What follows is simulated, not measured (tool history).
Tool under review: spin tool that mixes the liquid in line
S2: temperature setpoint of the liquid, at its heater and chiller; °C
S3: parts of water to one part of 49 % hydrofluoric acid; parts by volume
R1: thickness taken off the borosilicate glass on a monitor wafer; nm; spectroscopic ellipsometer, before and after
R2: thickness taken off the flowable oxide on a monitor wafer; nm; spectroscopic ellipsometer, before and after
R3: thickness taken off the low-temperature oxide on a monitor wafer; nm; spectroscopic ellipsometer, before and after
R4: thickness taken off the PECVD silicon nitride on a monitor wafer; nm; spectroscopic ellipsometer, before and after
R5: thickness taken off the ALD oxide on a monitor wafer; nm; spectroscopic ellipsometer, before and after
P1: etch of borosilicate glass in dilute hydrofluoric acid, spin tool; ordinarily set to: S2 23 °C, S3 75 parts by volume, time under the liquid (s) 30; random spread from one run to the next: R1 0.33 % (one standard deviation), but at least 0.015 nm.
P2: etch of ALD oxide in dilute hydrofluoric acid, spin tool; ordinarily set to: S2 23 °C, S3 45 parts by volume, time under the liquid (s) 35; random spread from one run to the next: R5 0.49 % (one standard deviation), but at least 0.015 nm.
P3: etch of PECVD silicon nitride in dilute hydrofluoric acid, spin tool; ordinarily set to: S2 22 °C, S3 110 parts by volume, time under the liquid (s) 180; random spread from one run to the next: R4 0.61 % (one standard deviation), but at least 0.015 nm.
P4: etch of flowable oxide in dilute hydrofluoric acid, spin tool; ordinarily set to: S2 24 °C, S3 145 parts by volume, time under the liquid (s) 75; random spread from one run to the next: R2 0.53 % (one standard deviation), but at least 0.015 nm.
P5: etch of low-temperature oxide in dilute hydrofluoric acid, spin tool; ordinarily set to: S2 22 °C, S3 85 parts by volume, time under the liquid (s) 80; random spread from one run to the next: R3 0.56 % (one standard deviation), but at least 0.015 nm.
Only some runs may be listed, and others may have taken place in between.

Run 1, hour 5.2: process that ran P1, S2 23 °C, S3 75 parts by volume, time under the liquid (s) 30. Result: R1 8.8036 nm.
Run 2, hour 10.2: process that ran P4, S2 24 °C, S3 145 parts by volume, time under the liquid (s) 75. Result: R2 34.022 nm.
Run 3, hour 13.1: process that ran P1, S2 23 °C, S3 105 parts by volume, time under the liquid (s) 30. Result: R1 6.0393 nm.
Run 4, hour 16.5: process that ran P4, S2 24 °C, S3 210 parts by volume, time under the liquid (s) 75. Result: R2 21.991 nm.
Run 5, hour 20.9: process that ran P5, S2 22 °C, S3 85 parts by volume, time under the liquid (s) 25. Result: R3 3.4726 nm.
Run 6, hour 24.9: process that ran P3, S2 22 °C, S3 110 parts by volume, time under the liquid (s) 260. Result: R4 5.2733 nm.
Run 7, hour 27.8: process that ran P1, S2 18.5 °C, S3 20 parts by volume, time under the liquid (s) 30. Result: R1 29.102 nm.
Run 8, hour 32.7: process that ran P3, S2 22 °C, S3 110 parts by volume, time under the liquid (s) 180. Result: R4 3.5965 nm.
Run 9, hour 36.3: process that ran P3, S2 17 °C, S3 110 parts by volume, time under the liquid (s) 180. Result: R4 2.5856 nm.
Run 10, hour 41.9: process that ran P1, S2 23 °C, S3 75 parts by volume, time under the liquid (s) 60. Result: R1 17.594 nm.
Run 11, hour 45.4: process that ran P2, S2 23 °C, S3 45 parts by volume, time under the liquid (s) 35. Result: R5 25.875 nm.
Run 12, hour 48.6: process that ran P1, S2 23 °C, S3 75 parts by volume, time under the liquid (s) 30. Result: R1 8.7693 nm.
Run 13, hour 54.3: process that ran P1, S2 23 °C, S3 75 parts by volume, time under the liquid (s) 30. Result: R1 8.7923 nm.
Run 14, hour 57.2: process that ran P4, S2 24 °C, S3 145 parts by volume, time under the liquid (s) 135. Result: R2 61.296 nm.
Run 15, hour 60.3: process that ran P2, S2 23 °C, S3 45 parts by volume, time under the liquid (s) 20. Result: R5 14.858 nm.
Run 16, hour 64.9: process that ran P1, S2 30.5 °C, S3 75 parts by volume, time under the liquid (s) 30. Result: R1 11.865 nm.
Run 17, hour 70.7: process that ran P1, S2 23 °C, S3 75 parts by volume, time under the liquid (s) 15. Result: R1 4.4226 nm.
Run 18, hour 74.1: process that ran P1, S2 23 °C, S3 20 parts by volume, time under the liquid (s) 30. Result: R1 35.591 nm.
Run 19, hour 79.7: process that ran P5, S2 22 °C, S3 85 parts by volume, time under the liquid (s) 80. Result: R3 11.091 nm.
Run 20, hour 82.6: process that ran P2, S2 23 °C, S3 45 parts by volume, time under the liquid (s) 35. Result: R5 25.967 nm.
Run 21, hour 87.9: process that ran P1, S2 23 °C, S3 75 parts by volume, time under the liquid (s) 30. Result: R1 8.7905 nm.

The next listed run, before its measurement:
Run 22, hour 92.1: process that ran P5, S2 22 °C, S3 40 parts by volume, time under the liquid (s) 80. Result: R3 ?.

{"run 22": {"R3": 24.731}}

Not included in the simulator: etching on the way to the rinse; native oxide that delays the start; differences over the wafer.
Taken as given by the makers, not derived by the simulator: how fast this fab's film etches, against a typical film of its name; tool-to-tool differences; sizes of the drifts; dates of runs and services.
